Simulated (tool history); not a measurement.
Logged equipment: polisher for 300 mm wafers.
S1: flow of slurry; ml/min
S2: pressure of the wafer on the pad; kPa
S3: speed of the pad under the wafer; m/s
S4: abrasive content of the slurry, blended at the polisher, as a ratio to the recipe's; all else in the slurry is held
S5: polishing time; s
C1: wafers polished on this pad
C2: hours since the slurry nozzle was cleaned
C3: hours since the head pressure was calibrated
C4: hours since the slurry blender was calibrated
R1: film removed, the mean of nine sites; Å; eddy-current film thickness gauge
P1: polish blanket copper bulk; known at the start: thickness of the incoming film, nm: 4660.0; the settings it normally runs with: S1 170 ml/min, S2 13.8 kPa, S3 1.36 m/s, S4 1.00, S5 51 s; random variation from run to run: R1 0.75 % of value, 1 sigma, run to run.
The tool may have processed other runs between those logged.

run   hour   S1    S2    S3    S4  S5    C1     C2     C3     C4      R1
  1    7.6  170  13.8  1.36  1.00  51   819  332.7  244.0  289.8  4280.8
  2   21.4  170  13.8  1.36  1.00  71   928  346.5  257.8  303.6  5828.5
  3   30.6  170  13.8  1.82  1.35  51  1000  355.7  267.0  312.8  6005.2
      40.6  -- slurry blender recalibrated
  4   44.5  170  13.8  1.36  1.00  51  1109  369.6  280.9    4.0  4181.0
  5   51.7  170  13.8  2.14  1.00  51  1166  376.8  288.1   11.2  6681.0
  6   61.0  170  13.8  1.36  1.00  51  1239  386.1  297.4   20.5  4160.4
  7   75.2  170  13.8  1.36  1.00  25  1350  400.3  311.6   34.7  2080.8
  8   89.7  170  13.8  1.36  0.55  51  1464  414.8  326.1   49.2  3768.2
      93.4  -- head pressure recalibrated
  9   98.7  170  13.8  0.92  1.00  51  1535  423.8    5.4   58.2  2899.5
 10  110.3  100  13.8  1.36  1.45  51  1626  435.4   17.0   69.8  4119.6
 11  124.9  170  13.8  1.36  1.00  51  1740  450.0   31.6   84.4  4167.7
 12  136.4  170  13.8  0.94  1.00  66  1831  461.5   43.1   95.9  3771.9
 13  145.6  170   6.2  1.36  1.00  51  1903  470.7   52.3  105.1  1893.3
 14  152.6  100  13.8  1.36  1.00  51  1958  477.7   59.3  112.1  3821.6
 15  167.7  170  20.7  1.36  1.00  51  2077  492.8   74.4  127.2  6391.8
 16  183.1  170  13.8  1.36  1.00  51  2198  508.2   89.8  142.6  4256.9
 17  191.3  265  13.8  1.36  1.00  51  2262  516.4   98.0  150.8  4454.2
 18  206.1  170  13.8  1.36  1.45  51  2378  531.2  112.8  165.6  4558.2
 19  214.9  170  13.8  1.36  1.00  51  2447  540.0  121.6  174.4  4241.4
 20  225.5  170  13.8  1.36  1.00  51  2530  550.6  132.2  185.0  4278.1
 21  232.3  170  13.8  1.36  1.00  51  2584  557.4  139.0  191.8  4240.6
 22  239.0  170  13.8  1.36  1.00  51  2637  564.1  145.7  198.5  4184.4
 23  253.6  170  13.8  1.36  1.00  51  2751  578.7  160.3  213.1  4068.5
 24  266.8  170  13.8  1.36  1.00  51  2855  591.9  173.5  226.3  4076.7
 25  273.8  170  13.8  1.36  1.00  51  2910  598.9  180.5  233.3  3991.3
     283.4  -- head pressure recalibrated
 26  284.7  170  13.8  1.36  1.00  51  2995  609.8    1.3  244.2  4027.6
     298.9  -- worn pad replaced by a new one
 27  299.4  170  13.8  1.36  1.00  51     4  624.5   16.0  258.9  4003.3
 28  314.1  170  13.8  1.36  1.00  51   119  639.2   30.7  273.6  3926.6
 29  322.3  170  13.8  1.36  1.00  51   184  647.4   38.9  281.8  3958.7

The log shows P1 creeping away from where it was. Any of the 2 causes listed here, at the size stated for it, fits the log just as well as the others:
A: abrasive missing from the slurry, % = 25.5
B: slurry flow missing at the pad, % = 28.9
At approximately hour 232.3, the process output began to creep.
Each remaining cause and why it is not a fit:
removal rate lost through wear of the pad, %: serviced at hour 298.9, which brought nothing back
head's pressure below its setpoint, %: serviced at hour 283.4, which brought nothing back

Which of the 4 check runs listed below, each an average over 2 wafers with its results shown as question marks, gives clearly different results under the different listed causes?
check 1  330.5  170  13.8  2.12  1.40  51                   ?
check 2  330.5  100  13.8  1.36  1.00  31                   ?
check 3  330.5  170  13.8  1.36  0.70  25                   ?
check 4  330.5  170  19.3  1.36  0.55  51                   ?

How each check would come out, cause by cause:
  check  result    if A    if B
check 1      R1  6654.6  6672.2
check 2      R1  2175.2  2095.6
check 3      R1  1813.7  1809.0
check 4      R1  4943.3  4921.0
Minimum pairwise separation of causes per check, each pair taken at its best-separating result: check 1 0.26 %; check 2 3.73 %; check 3 0.26 %; check 4 0.45 %
Only in check 2 would the causes give clearly different results; in the remaining checks their results would be nearly the same.

Running check 2 produced the following: R1 2088.7 Å. Which one of the listed causes fits?

It is B: slurry flow missing at the pad, %.

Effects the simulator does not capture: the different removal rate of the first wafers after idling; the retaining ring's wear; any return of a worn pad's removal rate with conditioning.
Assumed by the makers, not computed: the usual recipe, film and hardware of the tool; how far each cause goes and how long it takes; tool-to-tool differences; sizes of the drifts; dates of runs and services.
